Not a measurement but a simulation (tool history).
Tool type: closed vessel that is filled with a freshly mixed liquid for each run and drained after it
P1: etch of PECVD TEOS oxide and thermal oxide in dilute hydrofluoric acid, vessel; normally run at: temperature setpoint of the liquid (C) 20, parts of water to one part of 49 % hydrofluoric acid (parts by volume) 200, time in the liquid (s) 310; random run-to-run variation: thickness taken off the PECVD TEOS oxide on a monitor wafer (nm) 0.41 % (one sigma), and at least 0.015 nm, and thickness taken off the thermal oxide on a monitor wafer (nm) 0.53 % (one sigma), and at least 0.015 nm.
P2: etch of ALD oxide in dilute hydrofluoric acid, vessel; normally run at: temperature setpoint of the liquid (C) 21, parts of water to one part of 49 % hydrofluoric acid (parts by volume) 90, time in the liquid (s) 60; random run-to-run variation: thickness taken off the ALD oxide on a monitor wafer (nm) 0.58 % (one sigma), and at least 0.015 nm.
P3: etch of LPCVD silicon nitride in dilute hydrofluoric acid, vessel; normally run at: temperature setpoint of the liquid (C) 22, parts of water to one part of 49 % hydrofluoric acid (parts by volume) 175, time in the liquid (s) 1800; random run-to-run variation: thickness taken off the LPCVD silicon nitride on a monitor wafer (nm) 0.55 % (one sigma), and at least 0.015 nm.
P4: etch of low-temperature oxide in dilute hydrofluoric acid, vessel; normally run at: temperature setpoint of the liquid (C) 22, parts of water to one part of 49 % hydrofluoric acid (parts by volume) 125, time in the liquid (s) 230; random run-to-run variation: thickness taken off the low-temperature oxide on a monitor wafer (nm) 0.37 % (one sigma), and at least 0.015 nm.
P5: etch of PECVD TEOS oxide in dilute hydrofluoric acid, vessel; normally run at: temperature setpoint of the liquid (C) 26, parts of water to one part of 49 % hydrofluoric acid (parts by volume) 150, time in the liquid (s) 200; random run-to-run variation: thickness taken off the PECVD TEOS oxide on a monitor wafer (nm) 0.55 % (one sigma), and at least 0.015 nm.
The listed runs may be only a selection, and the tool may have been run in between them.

| run | hour | process that ran | temperature setpoint of the liquid (C) | parts of water to one part of 49 % hydrofluoric acid (parts by volume) | time in the liquid (s) | thickness taken off the PECVD TEOS oxide on a monitor wafer (nm) | thickness taken off the thermal oxide on a monitor wafer (nm) | thickness taken off the low-temperature oxide on a monitor wafer (nm) | thickness taken off the ALD oxide on a monitor wafer (nm) | thickness taken off the LPCVD silicon nitride on a monitor wafer (nm) |
|---|---|---|---|---|---|---|---|---|---|---|
| 1 | 3.3 | P1 | 20 | 200 | 310 | 12.006 | 5.5986 |  |  |  |
| 2 | 8.1 | P4 | 22 | 225 | 230 |  |  | 8.9496 |  |  |
| 3 | 11.8 | P1 | 17 | 200 | 310 | 10.819 | 5.0204 |  |  |  |
| 4 | 17.5 | P1 | 20 | 200 | 310 | 12.086 | 5.6067 |  |  |  |
| 5 | 20.3 | P1 | 17 | 200 | 110 | 3.8373 | 1.7482 |  |  |  |
| 6 | 25 | P1 | 20 | 200 | 310 | 12.172 | 5.6258 |  |  |  |
| 7 | 30 | P5 | 26 | 150 | 35 | 4.2337 |  |  |  |  |
| 8 | 34.5 | P1 | 20 | 200 | 310 | 12.104 | 5.5567 |  |  |  |
| 9 | 39.4 | P1 | 20 | 200 | 310 | 12.187 | 5.6108 |  |  |  |
| 10 | 45.2 | P2 | 21 | 90 | 30 |  |  |  | 4.2597 |  |
| 11 | 49.6 | P1 | 20 | 200 | 30 | 1.1453 | 0.5444 |  |  |  |
| 12 | 53.7 | P5 | 20 | 150 | 200 | 19.344 |  |  |  |  |
| 13 | 57 | P1 | 20 | 280 | 310 | 8.0095 | 3.7215 |  |  |  |
| 14 | 61.7 | P3 | 22 | 175 | 1800 |  |  |  |  | 4.2163 |
| 15 | 67.1 | P5 | 26 | 45 | 200 | 93.287 |  |  |  |  |
| 16 | 71.1 | P1 | 20 | 200 | 310 | 12.067 | 5.6177 |  |  |  |
| 17 | 77.1 | P3 | 17 | 175 | 1800 |  |  |  |  | 3.0134 |
| 18 | 80.4 | P1 | 20 | 200 | 495 | 19.265 | 8.9231 |  |  |  |
| 19 | 84.6 | P2 | 21 | 90 | 60 |  |  |  | 8.6308 |  |
| 20 | 90.1 | P2 | 21 | 55 | 60 |  |  |  | 14.68 |  |
| 21 | 95.1 | P3 | 22 | 175 | 570 |  |  |  |  | 1.3013 |
| 22 | 100.6 | P5 | 26 | 150 | 200 | 24.427 |  |  |  |  |
| 23 | 106.4 | P4 | 22 | 125 | 230 |  |  | 17.916 |  |  |
| 24 | 109.5 | P1 | 28 | 200 | 480 | 24.884 | 11.636 |  |  |  |
| 25 | 113.7 | P2 | 21 | 90 | 60 |  |  |  | 8.5313 |  |
| 26 | 118.3 | P5 | 26 | 150 | 200 | 24.55 |  |  |  |  |
| 27 | 124.1 | P1 | 28 | 200 | 310 | 16.263 | 7.4917 |  |  |  |
| 28 | 127.6 | P3 | 22 | 295 | 1800 |  |  |  |  | 2.5194 |
| 29 | 133.4 | P1 | 20 | 85 | 310 | 31.945 | 14.908 |  |  |  |
| 30 | 136.1 | P4 | 22 | 125 | 65 |  |  | 5.0219 |  |  |
| 31 | 141.1 | P1 | 25 | 105 | 310 | 30.913 | 14.481 |  |  |  |
| 32 | 147 | P4 | 17 | 125 | 230 |  |  | 14.522 |  |  |
| 33 | 149.7 | P2 | 26 | 90 | 60 |  |  |  | 10.507 |  |
| 34 | 153.2 | P1 | 20 | 200 | 310 | 12.143 | 5.6073 |  |  |  |
| 35 | 156.6 | P1 | 20 | 200 | 310 | 12.436 | 5.7303 |  |  |  |
| 36 | 159.6 | P1 | 20 | 200 | 310 | 12.688 | 5.8504 |  |  |  |
| 37 | 164.1 | P1 | 20 | 200 | 310 | 12.812 | 5.937 |  |  |  |
| 38 | 169.3 | P1 | 20 | 200 | 310 | 13.009 | 6.0011 |  |  |  |
| 39 | 172 | P1 | 20 | 200 | 310 | 13.071 | 6.0752 |  |  |  |
| 40 | 176.4 | P1 | 20 | 200 | 310 | 13.109 | 6.0471 |  |  |  |
| 41 | 180.8 | P1 | 20 | 200 | 310 | 13.153 | 6.0783 |  |  |  |
| 42 | 186.8 | P1 | 20 | 200 | 310 | 13.296 | 6.1129 |  |  |  |
| 43 | 192.7 | P1 | 20 | 200 | 310 | 13.267 | 6.0812 |  |  |  |
| 44 | 196.9 | P1 | 20 | 200 | 310 | 13.263 | 6.1266 |  |  |  |
| 45 | 200.5 | P1 | 20 | 200 | 310 | 13.361 | 6.1635 |  |  |  |

P1 has crept away from where it was. The log is fitted equally well by each of these 2 causes, at the sizes shown:
A: liquid hotter than its thermometer reads (K) = 2.44
B: hydrofluoric acid flow above the setpoint (%) = 8.09
The process output started creeping at around hour 153.2.

4 check runs are offered, one wafer each, their results left as question marks. Which one tells the causes apart?
| check 1 | 204.1 | P2 | 21 | 90 | 60 |  |  |  | ? |  |
| check 2 | 204.1 | P5 | 26 | 150 | 200 | ? |  |  |  |  |
| check 3 | 204.1 | P4 | 22 | 125 | 230 |  |  | ? |  |  |
| check 4 | 204.1 | P3 | 22 | 175 | 1800 |  |  |  |  | ? |

If the cause were each of the candidates in turn, the checks would give the following:
| check | result | if A | if B |
|---|---|---|---|
| check 1 | thickness taken off the ALD oxide on a monitor wafer (nm) | 9.4761 | 9.3517 |
| check 2 | thickness taken off the PECVD TEOS oxide on a monitor wafer (nm) | 26.817 | 26.846 |
| check 3 | thickness taken off the low-temperature oxide on a monitor wafer (nm) | 19.581 | 19.441 |
| check 4 | thickness taken off the LPCVD silicon nitride on a monitor wafer (nm) | 4.9234 | 4.5422 |
Per-check spread between the two closest causes, in the result where they differ most: check 1 1.32 %; check 2 0.11 %; check 3 0.72 %; check 4 8.06 %
The other checks would show nearly matching results whichever cause is true, so check 4 is the only one that separates the causes.

Check 4 was then run and gave: thickness taken off the LPCVD silicon nitride on a monitor wafer (nm) 4.9574. Which cause is it?

Of the candidate causes, it is A: liquid hotter than its thermometer reads (K).
